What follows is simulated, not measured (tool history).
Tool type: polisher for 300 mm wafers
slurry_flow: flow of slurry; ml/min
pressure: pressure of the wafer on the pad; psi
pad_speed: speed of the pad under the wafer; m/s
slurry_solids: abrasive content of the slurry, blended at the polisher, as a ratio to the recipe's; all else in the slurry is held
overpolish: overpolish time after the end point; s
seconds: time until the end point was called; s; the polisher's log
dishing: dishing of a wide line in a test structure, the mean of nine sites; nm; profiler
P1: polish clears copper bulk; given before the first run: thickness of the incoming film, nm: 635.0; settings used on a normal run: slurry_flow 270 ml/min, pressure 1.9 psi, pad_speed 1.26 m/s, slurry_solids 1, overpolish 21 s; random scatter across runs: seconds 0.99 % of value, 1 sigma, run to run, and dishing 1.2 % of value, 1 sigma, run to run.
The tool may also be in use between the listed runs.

run	hour	slurry_flow	pressure	pad_speed	slurry_solids	overpolish	seconds	dishing
1	7.4	270	1.9	1.26	1	21	75.051	61.821
2	18.4	270	1.9	1.26	0.55	21	85.257	58.307
3	29.9	180	1.9	1.56	1	21	64.934	66.08
4	42.7	270	1	1.26	1	21	142.99	40.574
5	49.9	270	1.9	1.26	1	21	75.233	62.856
6	62	160	1.9	1.26	1	21	79.139	60.115
7	74.2	270	1.9	1.92	1	21	48.73	68.035
8	85.2	270	1.9	1.26	1	21	75.021	60.714
9	93.7	270	1.9	1.26	1	21	75.078	62.965
10	104.5	270	1.9	1.26	1	35	75.589	70.761
11	111.6	270	1.9	1.26	1	21	74.914	61.945
12	117.5	270	3	1.26	1	21	47.936	77.847
13	129.9	270	1.9	1.26	1	21	76.141	61.917
# hour 134.3: head pressure recalibrated
14	142	345	1.9	1.26	1	21	73.854	61.69
15	152.3	270	1.9	1.26	1.4	21	69.63	63.824
16	160.7	270	1.9	1.26	1	6	75.613	29.516
17	166.4	270	1.9	0.78	1	21	122.46	50.631
18	179	270	1.9	1.26	1	21	76.174	61.566
19	185.1	270	1.9	1.26	1	21	76.2	61.454
20	196.5	270	1.9	1.26	1	21	77.882	61.701
# hour 206.8: slurry blender recalibrated
21	207	270	1.9	1.26	1	21	79.669	59.318
22	218.4	270	1.9	1.26	1	21	79.772	59.815
# hour 227: head pressure recalibrated
23	228.5	270	1.9	1.26	1	21	78.372	60.383
24	240.4	270	1.9	1.26	1	21	81.4	60.595
25	253	270	1.9	1.26	1	21	79.744	58.652

The log shows P1 creeping away from where it was. Any of the 2 causes listed here, at the size stated for it, fits the log just as well as the others:
A: slurry flow missing at the pad, % = 38.2
B: removal rate lost through wear of the pad, % = 5.85
The process output started creeping at around hour 179.
Why every other cause is out:
head's pressure below its setpoint, %: serviced after onset, at hour 227, with no recovery of the prior output
abrasive missing from the slurry, %: serviced after onset, at hour 206.8, with no recovery of the prior output

Which of the 4 check runs listed below, each an average over 5 wafers with its results shown as question marks, gives clearly different results under the different listed causes?
check 1	265.6	270	1.9	1.9	1	6	?	?
check 2	265.6	160	1.9	1.26	0.6	21	?	?
check 3	265.6	270	2.9	1.26	0.65	21	?	?
check 4	265.6	270	1.1	1.26	0.55	21	?	?

How each check would come out, cause by cause:
check	result	if A	if B
check 1	seconds	53.105	53.109
check 1	dishing	38.512	38.51
check 2	seconds	98.837	95.205
check 2	dishing	55.267	56.208
check 3	seconds	57.401	57.406
check 3	dishing	73.837	73.835
check 4	seconds	156.5	156.51
check 4	dishing	39.422	39.421
Per-check spread between the two closest causes, in the result where they differ most: check 1 0.01 %; check 2 3.74 %; check 3 0.01 %; check 4 0.01 %
Only check 2 tells the causes apart: in the others they would give nearly the same result.

With check 2 done, the readings were: seconds 95.024 s; dishing 56.293 nm. Identify which of the listed causes applies.

It is B: removal rate lost through wear of the pad, %.
